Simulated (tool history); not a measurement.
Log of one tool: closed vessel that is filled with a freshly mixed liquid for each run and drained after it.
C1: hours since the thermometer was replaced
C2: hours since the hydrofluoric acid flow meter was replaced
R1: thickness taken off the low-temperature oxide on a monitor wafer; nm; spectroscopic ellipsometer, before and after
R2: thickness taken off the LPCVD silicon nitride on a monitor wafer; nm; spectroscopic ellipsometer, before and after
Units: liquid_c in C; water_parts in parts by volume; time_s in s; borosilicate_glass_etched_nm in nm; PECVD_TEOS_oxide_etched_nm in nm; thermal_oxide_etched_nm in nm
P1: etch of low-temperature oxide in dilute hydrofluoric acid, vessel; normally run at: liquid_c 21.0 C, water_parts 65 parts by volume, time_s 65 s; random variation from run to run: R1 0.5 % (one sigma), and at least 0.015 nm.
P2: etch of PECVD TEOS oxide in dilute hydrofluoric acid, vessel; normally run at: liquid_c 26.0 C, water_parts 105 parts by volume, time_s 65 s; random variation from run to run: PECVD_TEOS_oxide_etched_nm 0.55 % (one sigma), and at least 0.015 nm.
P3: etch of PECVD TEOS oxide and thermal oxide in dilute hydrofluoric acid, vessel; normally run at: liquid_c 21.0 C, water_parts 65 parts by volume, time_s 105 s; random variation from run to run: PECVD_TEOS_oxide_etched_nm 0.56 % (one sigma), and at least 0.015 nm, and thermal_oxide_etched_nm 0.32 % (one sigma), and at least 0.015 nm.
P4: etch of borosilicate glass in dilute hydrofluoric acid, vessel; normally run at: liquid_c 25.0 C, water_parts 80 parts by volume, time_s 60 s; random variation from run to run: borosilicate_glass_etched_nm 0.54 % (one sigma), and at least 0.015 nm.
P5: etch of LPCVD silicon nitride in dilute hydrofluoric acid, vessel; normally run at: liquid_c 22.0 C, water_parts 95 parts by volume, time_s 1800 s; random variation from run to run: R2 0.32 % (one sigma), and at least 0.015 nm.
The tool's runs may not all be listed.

run 1 day=0.283 | process=P1 liquid_c=21.0 water_parts=65 time_s=65 | C1=879.9 C2=1243.8 | R1=9.9403
run 2 day=0.542 | process=P5 liquid_c=22.0 water_parts=95 time_s=3400 | C1=886.1 C2=1250.0 | R2=16.8620
run 3 day=0.896 | process=P5 liquid_c=17.0 water_parts=95 time_s=1800 | C1=894.6 C2=1258.5 | R2=6.3862
run 4 day=1.112 | process=P4 liquid_c=25.0 water_parts=80 time_s=60 | C1=899.8 C2=1263.7 | borosilicate_glass_etched_nm=44.791
run 5 day=1.421 | process=P4 liquid_c=25.0 water_parts=80 time_s=30 | C1=907.2 C2=1271.1 | borosilicate_glass_etched_nm=22.449
run 6 day=1.712 | process=P1 liquid_c=21.0 water_parts=65 time_s=30 | C1=914.2 C2=1278.1 | R1=4.5443
run 7 day=1.892 | process=P4 liquid_c=25.0 water_parts=80 time_s=60 | C1=918.5 C2=1282.4 | borosilicate_glass_etched_nm=45.230
run 8 day=2.238 | process=P3 liquid_c=17.0 water_parts=65 time_s=105 | C1=926.8 C2=1290.7 | PECVD_TEOS_oxide_etched_nm=20.7340 thermal_oxide_etched_nm=5.7606
run 9 day=2.571 | process=P1 liquid_c=21.0 water_parts=65 time_s=95 | C1=934.8 C2=1298.7 | R1=14.5000
run 10 day=2.750 | process=P1 liquid_c=21.0 water_parts=65 time_s=65 | C1=939.1 C2=1303.0 | R1=9.9582
run 11 day=3.129 | process=P1 liquid_c=17.0 water_parts=25 time_s=65 | C1=948.2 C2=1312.1 | R1=22.7280
run 12 day=3.308 | process=P1 liquid_c=24.5 water_parts=65 time_s=35 | C1=952.5 C2=1316.4 | R1=6.2039
run 13 day=3.521 | process=P5 liquid_c=22.0 water_parts=95 time_s=1800 | C1=957.6 C2=1321.5 | R2=8.9908
run 14 day=3.838 | process=P1 liquid_c=21.0 water_parts=65 time_s=65 | C1=965.2 C2=1329.1 | R1=10.0030
run 15 day=4.108 | process=P4 liquid_c=25.0 water_parts=25 time_s=60 | C1=971.7 C2=1335.6 | borosilicate_glass_etched_nm=154.430
run 16 day=4.342 | process=P1 liquid_c=21.0 water_parts=65 time_s=65 | C1=977.3 C2=1341.2 | R1=9.9242
run 17 day=4.550 | process=P1 liquid_c=21.0 water_parts=40 time_s=65 | C1=982.3 C2=1346.2 | R1=16.5800
run 18 day=4.938 | process=P5 liquid_c=22.0 water_parts=20 time_s=1800 | C1=991.6 C2=1355.5 | R2=40.9080
run 19 day=5.212 | process=P2 liquid_c=26.0 water_parts=170 time_s=65 | C1=998.2 C2=1362.1 | PECVD_TEOS_oxide_etched_nm=3.3338
run 20 day=5.529 | process=P3 liquid_c=21.0 water_parts=25 time_s=105 | C1=1005.8 C2=1369.7 | PECVD_TEOS_oxide_etched_nm=66.4180 thermal_oxide_etched_nm=18.7360
run 21 day=5.896 | process=P3 liquid_c=21.0 water_parts=65 time_s=160 | C1=1014.6 C2=1378.5 | PECVD_TEOS_oxide_etched_nm=37.2430 thermal_oxide_etched_nm=10.4100
run 22 day=6.158 | process=P4 liquid_c=19.0 water_parts=80 time_s=60 | C1=1020.9 C2=1384.8 | borosilicate_glass_etched_nm=34.847
run 23 day=6.554 | process=P1 liquid_c=21.0 water_parts=115 time_s=65 | C1=1030.4 C2=1394.3 | R1=5.3243
run 24 day=6.921 | process=P2 liquid_c=26.0 water_parts=105 time_s=65 | C1=1039.2 C2=1403.1 | PECVD_TEOS_oxide_etched_nm=5.8459
run 25 day=7.175 | process=P1 liquid_c=17.0 water_parts=65 time_s=65 | C1=1045.3 C2=1409.2 | R1=8.3780
run 26 day=7.388 | process=P3 liquid_c=21.0 water_parts=65 time_s=105 | C1=1050.4 C2=1414.3 | PECVD_TEOS_oxide_etched_nm=24.2680 thermal_oxide_etched_nm=6.8500
run 27 day=7.717 | process=P1 liquid_c=17.0 water_parts=65 time_s=95 | C1=1058.3 C2=1422.2 | R1=12.1510
run 28 day=7.962 | process=P1 liquid_c=21.0 water_parts=65 time_s=65 | C1=1064.2 C2=1428.1 | R1=9.9306
run 29 day=8.362 | process=P2 liquid_c=34.0 water_parts=105 time_s=65 | C1=1073.8 C2=1437.7 | PECVD_TEOS_oxide_etched_nm=7.7134
run 30 day=8.612 | process=P3 liquid_c=21.0 water_parts=65 time_s=105 | C1=1079.8 C2=1443.7 | PECVD_TEOS_oxide_etched_nm=24.5930 thermal_oxide_etched_nm=6.8402
run 31 day=8.950 | process=P2 liquid_c=26.0 water_parts=105 time_s=30 | C1=1087.9 C2=1451.8 | PECVD_TEOS_oxide_etched_nm=2.6291
run 32 day=9.212 | process=P1 liquid_c=26.0 water_parts=65 time_s=65 | C1=1094.2 C2=1458.1 | R1=12.1250
run 33 day=9.479 | process=P1 liquid_c=21.0 water_parts=65 time_s=65 | C1=1100.6 C2=1464.5 | R1=10.0550
run 34 day=9.838 | process=P1 liquid_c=21.0 water_parts=65 time_s=65 | C1=1109.2 C2=1473.1 | R1=9.6642

The next listed run, before its measurement:
run 35 day=10.221 | process=P1 liquid_c=21.0 water_parts=65 time_s=65 | C1=1118.4 C2=1482.3 | R1=?

Run 35 gave R1 9.4802 nm.
